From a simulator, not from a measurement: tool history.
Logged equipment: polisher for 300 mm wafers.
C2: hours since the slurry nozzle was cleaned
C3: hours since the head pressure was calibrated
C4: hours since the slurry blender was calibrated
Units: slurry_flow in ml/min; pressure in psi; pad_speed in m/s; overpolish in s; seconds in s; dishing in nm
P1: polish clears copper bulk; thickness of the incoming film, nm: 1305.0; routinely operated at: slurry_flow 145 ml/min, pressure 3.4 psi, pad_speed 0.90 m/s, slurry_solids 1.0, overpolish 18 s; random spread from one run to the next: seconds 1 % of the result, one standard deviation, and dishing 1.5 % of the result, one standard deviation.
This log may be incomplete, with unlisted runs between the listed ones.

Run 1, hour 4.1: slurry_flow 145 ml/min, pressure 3.4 psi, pad_speed 0.90 m/s, slurry_solids 1.0, overpolish 18 s; wafers polished on this pad 145; C2 498.5; C3 167.5; C4 114.3. Result: seconds 114.700 s, dishing 94.288 nm.
Run 2, hour 13.0: slurry_flow 145 ml/min, pressure 3.4 psi, pad_speed 0.90 m/s, slurry_solids 1.0, overpolish 7 s; wafers polished on this pad 207; C2 507.4; C3 176.4; C4 123.2. Result: seconds 116.730 s, dishing 51.041 nm.
Run 3, hour 19.5: slurry_flow 145 ml/min, pressure 3.4 psi, pad_speed 0.90 m/s, slurry_solids 1.0, overpolish 18 s; wafers polished on this pad 252; C2 513.9; C3 182.9; C4 129.7. Result: seconds 116.580 s, dishing 96.373 nm.
Run 4, hour 26.2: slurry_flow 85 ml/min, pressure 3.4 psi, pad_speed 0.90 m/s, slurry_solids 1.0, overpolish 18 s; wafers polished on this pad 298; C2 520.6; C3 189.6; C4 136.4. Result: seconds 130.330 s, dishing 88.990 nm.
Run 5, hour 32.1: slurry_flow 185 ml/min, pressure 3.4 psi, pad_speed 0.90 m/s, slurry_solids 1.0, overpolish 18 s; wafers polished on this pad 339; C2 526.5; C3 195.5; C4 142.3. Result: seconds 111.770 s, dishing 97.650 nm.
Run 6, hour 36.2: slurry_flow 145 ml/min, pressure 3.4 psi, pad_speed 1.44 m/s, slurry_solids 1.0, overpolish 18 s; wafers polished on this pad 367; C2 530.6; C3 199.6; C4 146.4. Result: seconds 72.161 s, dishing 118.780 nm.
Run 7, hour 44.4: slurry_flow 145 ml/min, pressure 3.4 psi, pad_speed 0.90 m/s, slurry_solids 1.0, overpolish 18 s; wafers polished on this pad 424; C2 538.8; C3 207.8; C4 154.6. Result: seconds 114.930 s, dishing 97.572 nm.
Run 8, hour 52.2: slurry_flow 145 ml/min, pressure 5.4 psi, pad_speed 0.90 m/s, slurry_solids 1.0, overpolish 18 s; wafers polished on this pad 478; C2 546.6; C3 215.6; C4 162.4. Result: seconds 73.340 s, dishing 128.150 nm.
Run 9, hour 58.3: slurry_flow 145 ml/min, pressure 3.4 psi, pad_speed 0.90 m/s, slurry_solids 1.0, overpolish 34 s; wafers polished on this pad 520; C2 552.7; C3 221.7; C4 168.5. Result: seconds 116.220 s, dishing 126.650 nm.
Run 10, hour 66.0: slurry_flow 145 ml/min, pressure 3.4 psi, pad_speed 0.90 m/s, slurry_solids 0.8, overpolish 36 s; wafers polished on this pad 574; C2 560.4; C3 229.4; C4 176.2. Result: seconds 120.410 s, dishing 129.340 nm.
Run 11, hour 74.1: slurry_flow 145 ml/min, pressure 3.4 psi, pad_speed 0.90 m/s, slurry_solids 0.5, overpolish 18 s; wafers polished on this pad 630; C2 568.5; C3 237.5; C4 184.3. Result: seconds 135.300 s, dishing 89.305 nm.
Run 12, hour 81.1: slurry_flow 145 ml/min, pressure 3.4 psi, pad_speed 0.42 m/s, slurry_solids 1.0, overpolish 18 s; wafers polished on this pad 678; C2 575.5; C3 244.5; C4 191.3. Result: seconds 250.430 s, dishing 58.639 nm.

Run 13 is up next; what results do you expect?
Run 13, hour 89.7: slurry_flow 145 ml/min, pressure 1.7 psi, pad_speed 0.90 m/s, slurry_solids 1.0, overpolish 18 s; wafers polished on this pad 738; C2 584.1; C3 253.1; C4 199.9. Result: seconds ?, dishing ?.

{"run 13": {"seconds": 231.22, "dishing": 58.486}}
